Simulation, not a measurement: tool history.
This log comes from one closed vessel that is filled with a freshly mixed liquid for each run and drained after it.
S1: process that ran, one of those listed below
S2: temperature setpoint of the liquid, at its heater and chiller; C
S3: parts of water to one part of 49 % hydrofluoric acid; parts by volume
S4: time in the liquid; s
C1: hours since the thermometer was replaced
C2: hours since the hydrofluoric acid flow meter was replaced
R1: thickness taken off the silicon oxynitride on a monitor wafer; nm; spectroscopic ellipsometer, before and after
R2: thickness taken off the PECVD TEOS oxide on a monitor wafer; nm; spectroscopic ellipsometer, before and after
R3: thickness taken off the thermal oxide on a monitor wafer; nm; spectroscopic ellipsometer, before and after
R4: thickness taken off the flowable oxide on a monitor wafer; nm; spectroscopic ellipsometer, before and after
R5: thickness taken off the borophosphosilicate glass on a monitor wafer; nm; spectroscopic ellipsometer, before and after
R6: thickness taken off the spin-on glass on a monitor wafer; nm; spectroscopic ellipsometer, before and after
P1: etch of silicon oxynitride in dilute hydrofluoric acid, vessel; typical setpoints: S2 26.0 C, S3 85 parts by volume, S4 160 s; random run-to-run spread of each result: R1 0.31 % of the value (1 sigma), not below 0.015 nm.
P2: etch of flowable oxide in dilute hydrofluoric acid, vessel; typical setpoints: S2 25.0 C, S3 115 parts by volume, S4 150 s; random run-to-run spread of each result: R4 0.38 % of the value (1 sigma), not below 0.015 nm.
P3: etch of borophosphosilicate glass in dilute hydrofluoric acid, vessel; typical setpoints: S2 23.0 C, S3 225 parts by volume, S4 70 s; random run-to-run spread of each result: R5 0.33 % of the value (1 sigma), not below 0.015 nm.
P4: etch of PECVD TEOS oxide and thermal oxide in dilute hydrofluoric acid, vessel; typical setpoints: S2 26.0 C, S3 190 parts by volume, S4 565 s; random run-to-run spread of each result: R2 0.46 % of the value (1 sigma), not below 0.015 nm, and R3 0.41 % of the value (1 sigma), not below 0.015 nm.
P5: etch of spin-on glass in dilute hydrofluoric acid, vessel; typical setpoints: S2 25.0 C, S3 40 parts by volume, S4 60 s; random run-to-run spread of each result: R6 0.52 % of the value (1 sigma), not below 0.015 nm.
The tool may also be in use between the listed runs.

Run 1, hour 5.7: S1 P1, S2 26.0 C, S3 85 parts by volume, S4 160 s; C1 897.8; C2 324.9. Result: R1 9.1917 nm.
Run 2, hour 10.3: S1 P1, S2 26.0 C, S3 85 parts by volume, S4 40 s; C1 902.4; C2 329.5. Result: R1 2.2837 nm.
Run 3, hour 14.7: S1 P4, S2 26.0 C, S3 190 parts by volume, S4 565 s; C1 906.8; C2 333.9. Result: R2 51.330 nm, R3 13.093 nm.
Run 4, hour 20.9: S1 P1, S2 26.0 C, S3 85 parts by volume, S4 235 s; C1 913.0; C2 340.1. Result: R1 13.4730 nm.
Run 5, hour 29.5: S1 P2, S2 25.0 C, S3 115 parts by volume, S4 30 s; C1 921.6; C2 348.7. Result: R4 8.4065 nm.
Run 6, hour 35.4: S1 P1, S2 30.0 C, S3 85 parts by volume, S4 30 s; C1 927.5; C2 354.6. Result: R1 2.0707 nm.
Run 7, hour 39.4: S1 P4, S2 19.5 C, S3 190 parts by volume, S4 565 s; C1 931.5; C2 358.6. Result: R2 40.047 nm, R3 10.379 nm.
Run 8, hour 47.0: S1 P2, S2 19.5 C, S3 115 parts by volume, S4 150 s; C1 939.1; C2 366.2. Result: R4 33.9890 nm.
Run 9, hour 53.5: S1 P1, S2 32.0 C, S3 85 parts by volume, S4 160 s; C1 945.6; C2 372.7. Result: R1 12.0980 nm.
Run 10, hour 59.9: S1 P3, S2 23.0 C, S3 225 parts by volume, S4 70 s; C1 952.0; C2 379.1. Result: R5 13.7630 nm.
Run 11, hour 65.3: S1 P5, S2 25.0 C, S3 40 parts by volume, S4 95 s; C1 957.4; C2 384.5. Result: R6 185.510 nm.
Run 12, hour 70.5: S1 P5, S2 25.0 C, S3 55 parts by volume, S4 60 s; C1 962.6; C2 389.7. Result: R6 83.529 nm.
Run 13, hour 77.4: S1 P1, S2 26.0 C, S3 130 parts by volume, S4 160 s; C1 969.5; C2 396.6. Result: R1 5.7941 nm.
Run 14, hour 84.3: S1 P1, S2 26.0 C, S3 85 parts by volume, S4 160 s; C1 976.4; C2 403.5. Result: R1 9.1958 nm.
Run 15, hour 90.3: S1 P1, S2 26.0 C, S3 85 parts by volume, S4 160 s; C1 982.4; C2 409.5. Result: R1 9.1752 nm.
Run 16, hour 98.8: S1 P2, S2 25.0 C, S3 20 parts by volume, S4 150 s; C1 990.9; C2 418.0. Result: R4 274.5100 nm.
Run 17, hour 103.3: S1 P1, S2 26.0 C, S3 85 parts by volume, S4 160 s; C1 995.4; C2 422.5. Result: R1 9.2081 nm.
Run 18, hour 110.8: S1 P4, S2 26.0 C, S3 190 parts by volume, S4 1040 s; C1 1002.9; C2 430.0. Result: R2 94.799 nm, R3 24.352 nm.
Run 19, hour 116.9: S1 P3, S2 23.0 C, S3 225 parts by volume, S4 70 s; C1 1009.0; C2 436.1. Result: R5 13.7330 nm.
Run 20, hour 121.5: S1 P3, S2 31.5 C, S3 225 parts by volume, S4 70 s; C1 1013.6; C2 440.7. Result: R5 18.3920 nm.
Run 21, hour 128.8: S1 P5, S2 30.5 C, S3 40 parts by volume, S4 60 s; C1 1020.9; C2 448.0. Result: R6 146.620 nm.
Run 22, hour 136.5: S1 P1, S2 18.5 C, S3 85 parts by volume, S4 160 s; C1 1028.6; C2 455.7. Result: R1 6.4376 nm.
Run 23, hour 141.5: S1 P2, S2 25.0 C, S3 115 parts by volume, S4 150 s; C1 1033.6; C2 460.7. Result: R4 42.2340 nm.
Run 24, hour 149.3: S1 P3, S2 23.0 C, S3 225 parts by volume, S4 100 s; C1 1041.4; C2 468.5. Result: R5 19.5860 nm.
Run 25, hour 156.0: S1 P3, S2 23.0 C, S3 385 parts by volume, S4 70 s; C1 1048.1; C2 475.2. Result: R5 6.8977 nm.
Run 26, hour 163.5: S1 P5, S2 25.0 C, S3 40 parts by volume, S4 60 s; C1 1055.6; C2 482.7. Result: R6 117.650 nm.
Run 27, hour 169.9: S1 P4, S2 26.0 C, S3 190 parts by volume, S4 565 s; C1 1062.0; C2 489.1. Result: R2 51.237 nm, R3 13.324 nm.
Run 28, hour 174.3: S1 P1, S2 26.0 C, S3 40 parts by volume, S4 160 s; C1 1066.4; C2 493.5. Result: R1 20.3410 nm.
Run 29, hour 179.9: S1 P4, S2 26.0 C, S3 50 parts by volume, S4 565 s; C1 1072.0; C2 499.1. Result: R2 233.350 nm, R3 59.941 nm.
Run 30, hour 186.6: S1 P1, S2 26.0 C, S3 85 parts by volume, S4 160 s; C1 1078.7; C2 505.8. Result: R1 9.2002 nm.
Run 31, hour 193.2: S1 P1, S2 26.0 C, S3 85 parts by volume, S4 160 s; C1 1085.3; C2 512.4. Result: R1 8.9684 nm.
Run 32, hour 199.9: S1 P1, S2 26.0 C, S3 85 parts by volume, S4 160 s; C1 1092.0; C2 519.1. Result: R1 8.7061 nm.
Run 33, hour 207.0: S1 P1, S2 26.0 C, S3 85 parts by volume, S4 160 s; C1 1099.1; C2 526.2. Result: R1 8.6761 nm.
Run 34, hour 213.6: S1 P1, S2 26.0 C, S3 85 parts by volume, S4 160 s; C1 1105.7; C2 532.8. Result: R1 8.5736 nm.
Run 35, hour 221.2: S1 P1, S2 26.0 C, S3 85 parts by volume, S4 160 s; C1 1113.3; C2 540.4. Result: R1 8.4764 nm.
Run 36, hour 229.5: S1 P1, S2 26.0 C, S3 85 parts by volume, S4 160 s; C1 1121.6; C2 548.7. Result: R1 8.4804 nm.
Run 37, hour 234.1: S1 P1, S2 26.0 C, S3 85 parts by volume, S4 160 s; C1 1126.2; C2 553.3. Result: R1 8.4711 nm.
Run 38, hour 238.2: S1 P1, S2 26.0 C, S3 85 parts by volume, S4 160 s; C1 1130.3; C2 557.4. Result: R1 8.5262 nm.
Run 39, hour 243.0: S1 P1, S2 26.0 C, S3 85 parts by volume, S4 160 s; C1 1135.1; C2 562.2. Result: R1 8.4388 nm.
Run 40, hour 248.2: S1 P1, S2 26.0 C, S3 85 parts by volume, S4 160 s; C1 1140.3; C2 567.4. Result: R1 8.4640 nm.

What P1 gives has crept off from where it sat before. The 2 causes that follow fit the log equally well, each at the size noted:
A: hydrofluoric acid flow below the setpoint (%) = 7.41
B: liquid colder than its thermometer reads (K) = 1.76
At approximately hour 186.6, the process output began to creep.

Listed below are the offered check runs, one wafer per run, with question marks in place of results. For which of them would the causes give clearly different outcomes?
Run check 1, hour 253.4: S1 P2, S2 25.0 C, S3 30 parts by volume, S4 30 s. Result: R4 ?.
Run check 2, hour 253.4: S1 P3, S2 23.0 C, S3 290 parts by volume, S4 70 s. Result: R5 ?.
Run check 3, hour 253.4: S1 P5, S2 28.5 C, S3 40 parts by volume, S4 90 s. Result: R6 ?.
Run check 4, hour 253.4: S1 P4, S2 20.5 C, S3 65 parts by volume, S4 565 s. Result: R2 ?, R3 ?.

If the cause were each of the candidates in turn, the checks would give the following:
  check  result     if A     if B
check 1      R4  33.2760  33.4990
check 2      R5   9.0427   9.3754
check 3      R6  187.430  189.450
check 4      R2  128.510  129.660
check 4      R3   33.172   33.470
Distance between the nearest two causes, measured in the result of the check that separates them most: check 1 0.67 %; check 2 3.61 %; check 3 1.07 %; check 4 0.89 %
Only in check 2 would the causes give clearly different results; in the remaining checks their results would be nearly the same.

Check 2 was carried out, with these results: R5 9.0063 nm. Which of the listed causes is responsible?

A is the cause: hydrofluoric acid flow below the setpoint (%).
